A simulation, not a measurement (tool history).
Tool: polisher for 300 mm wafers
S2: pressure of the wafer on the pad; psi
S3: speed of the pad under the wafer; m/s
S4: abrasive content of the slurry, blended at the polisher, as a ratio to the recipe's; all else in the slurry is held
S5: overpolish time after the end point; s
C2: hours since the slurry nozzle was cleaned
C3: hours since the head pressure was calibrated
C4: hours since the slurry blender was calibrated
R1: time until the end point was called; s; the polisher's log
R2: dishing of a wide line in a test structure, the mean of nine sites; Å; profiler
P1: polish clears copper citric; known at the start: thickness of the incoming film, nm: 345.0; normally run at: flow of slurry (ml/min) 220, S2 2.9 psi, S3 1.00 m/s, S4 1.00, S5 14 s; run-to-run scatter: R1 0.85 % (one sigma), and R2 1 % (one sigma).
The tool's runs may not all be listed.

Run 1, hour 9.4: flow of slurry (ml/min) 220, S2 2.9 psi, S3 1.00 m/s, S4 1.00, S5 14 s; wafers polished on this pad 223; C2 102.4; C3 88.2; C4 75.1. Result: R1 172.62 s, R2 196.710 Å.
Run 2, hour 16.8: flow of slurry (ml/min) 220, S2 2.9 psi, S3 1.00 m/s, S4 1.00, S5 24 s; wafers polished on this pad 264; C2 109.8; C3 95.6; C4 82.5. Result: R1 171.06 s, R2 305.890 Å.
Run 3, hour 28.9: flow of slurry (ml/min) 220, S2 2.9 psi, S3 1.54 m/s, S4 1.00, S5 14 s; wafers polished on this pad 331; C2 121.9; C3 107.7; C4 94.6. Result: R1 112.14 s, R2 281.880 Å.
Run 4, hour 41.0: flow of slurry (ml/min) 300, S2 2.0 psi, S3 1.00 m/s, S4 1.00, S5 14 s; wafers polished on this pad 399; C2 134.0; C3 119.8; C4 106.7. Result: R1 240.37 s, R2 140.960 Å.
Run 5, hour 56.4: flow of slurry (ml/min) 220, S2 2.9 psi, S3 1.00 m/s, S4 1.00, S5 14 s; wafers polished on this pad 485; C2 149.4; C3 135.2; C4 122.1. Result: R1 171.33 s, R2 189.060 Å.
Run 6, hour 64.6: flow of slurry (ml/min) 220, S2 2.9 psi, S3 1.00 m/s, S4 1.00, S5 14 s; wafers polished on this pad 530; C2 157.6; C3 143.4; C4 130.3. Result: R1 172.69 s, R2 195.060 Å.
Run 7, hour 76.8: flow of slurry (ml/min) 220, S2 2.9 psi, S3 1.00 m/s, S4 1.30, S5 14 s; wafers polished on this pad 598; C2 169.8; C3 155.6; C4 142.5. Result: R1 165.17 s, R2 202.130 Å.
Run 8, hour 85.9: flow of slurry (ml/min) 220, S2 2.9 psi, S3 1.00 m/s, S4 1.00, S5 14 s; wafers polished on this pad 649; C2 178.9; C3 164.7; C4 151.6. Result: R1 172.89 s, R2 195.370 Å.
Run 9, hour 101.2: flow of slurry (ml/min) 300, S2 2.9 psi, S3 1.00 m/s, S4 1.00, S5 14 s; wafers polished on this pad 734; C2 194.2; C3 180.0; C4 166.9. Result: R1 165.73 s, R2 200.670 Å.
Run 10, hour 117.1: flow of slurry (ml/min) 220, S2 3.8 psi, S3 1.28 m/s, S4 1.00, S5 14 s; wafers polished on this pad 823; C2 210.1; C3 195.9; C4 182.8. Result: R1 102.40 s, R2 308.030 Å.
Run 11, hour 124.5: flow of slurry (ml/min) 220, S2 3.6 psi, S3 0.58 m/s, S4 1.00, S5 14 s; wafers polished on this pad 864; C2 217.5; C3 203.3; C4 190.2. Result: R1 235.33 s, R2 145.890 Å.
Run 12, hour 133.6: flow of slurry (ml/min) 130, S2 2.9 psi, S3 1.00 m/s, S4 1.00, S5 14 s; wafers polished on this pad 914; C2 226.6; C3 212.4; C4 199.3. Result: R1 188.58 s, R2 180.900 Å.
Run 13, hour 147.8: flow of slurry (ml/min) 220, S2 1.5 psi, S3 1.00 m/s, S4 1.00, S5 14 s; wafers polished on this pad 994; C2 240.8; C3 226.6; C4 213.5. Result: R1 325.75 s, R2 107.880 Å.
Run 14, hour 162.7: flow of slurry (ml/min) 220, S2 4.3 psi, S3 1.00 m/s, S4 1.00, S5 14 s; wafers polished on this pad 1077; C2 255.7; C3 241.5; C4 228.4. Result: R1 117.41 s, R2 268.680 Å.
Run 15, hour 174.8: flow of slurry (ml/min) 220, S2 2.9 psi, S3 0.66 m/s, S4 1.00, S5 14 s; wafers polished on this pad 1144; C2 267.8; C3 253.6; C4 240.5. Result: R1 257.31 s, R2 132.230 Å.
Run 16, hour 183.6: flow of slurry (ml/min) 220, S2 2.9 psi, S3 1.00 m/s, S4 0.65, S5 14 s; wafers polished on this pad 1193; C2 276.6; C3 262.4; C4 249.3. Result: R1 187.79 s, R2 178.210 Å.
Run 17, hour 198.1: flow of slurry (ml/min) 220, S2 2.9 psi, S3 1.00 m/s, S4 1.00, S5 4 s; wafers polished on this pad 1274; C2 291.1; C3 276.9; C4 263.8. Result: R1 170.49 s, R2 58.583 Å.
Run 18, hour 211.0: flow of slurry (ml/min) 220, S2 2.9 psi, S3 1.00 m/s, S4 1.00, S5 14 s; wafers polished on this pad 1346; C2 304.0; C3 289.8; C4 276.7. Result: R1 175.88 s, R2 196.590 Å.
Run 19, hour 220.6: flow of slurry (ml/min) 220, S2 2.9 psi, S3 1.00 m/s, S4 1.00, S5 14 s; wafers polished on this pad 1399; C2 313.6; C3 299.4; C4 286.3. Result: R1 171.63 s, R2 195.030 Å.
Run 20, hour 235.8: flow of slurry (ml/min) 220, S2 2.9 psi, S3 1.00 m/s, S4 1.00, S5 14 s; wafers polished on this pad 1484; C2 328.8; C3 314.6; C4 301.5. Result: R1 177.39 s, R2 189.630 Å.
Run 21, hour 245.7: flow of slurry (ml/min) 220, S2 2.9 psi, S3 1.00 m/s, S4 1.00, S5 14 s; wafers polished on this pad 1539; C2 338.7; C3 324.5; C4 311.4. Result: R1 177.11 s, R2 187.680 Å.
Run 22, hour 254.2: flow of slurry (ml/min) 220, S2 2.9 psi, S3 1.00 m/s, S4 1.00, S5 14 s; wafers polished on this pad 1586; C2 347.2; C3 333.0; C4 319.9. Result: R1 179.68 s, R2 188.520 Å.
Run 23, hour 266.2: flow of slurry (ml/min) 220, S2 2.9 psi, S3 1.00 m/s, S4 1.00, S5 14 s; wafers polished on this pad 1653; C2 359.2; C3 345.0; C4 331.9. Result: R1 181.09 s, R2 186.740 Å.
At hour 280.7: slurry blender recalibrated.
Run 24, hour 280.9: flow of slurry (ml/min) 220, S2 2.9 psi, S3 1.00 m/s, S4 1.00, S5 14 s; wafers polished on this pad 1735; C2 373.9; C3 359.7; C4 0.3. Result: R1 184.05 s, R2 183.490 Å.

Forecast run 25:
Run 25, hour 291.4: flow of slurry (ml/min) 220, S2 2.9 psi, S3 1.00 m/s, S4 1.00, S5 14 s; wafers polished on this pad 1793; C2 384.4; C3 370.2; C4 10.8. Result: R1 ?, R2 ?.

{"run 25": {"R1": 183.33, "R2": 184.35}}

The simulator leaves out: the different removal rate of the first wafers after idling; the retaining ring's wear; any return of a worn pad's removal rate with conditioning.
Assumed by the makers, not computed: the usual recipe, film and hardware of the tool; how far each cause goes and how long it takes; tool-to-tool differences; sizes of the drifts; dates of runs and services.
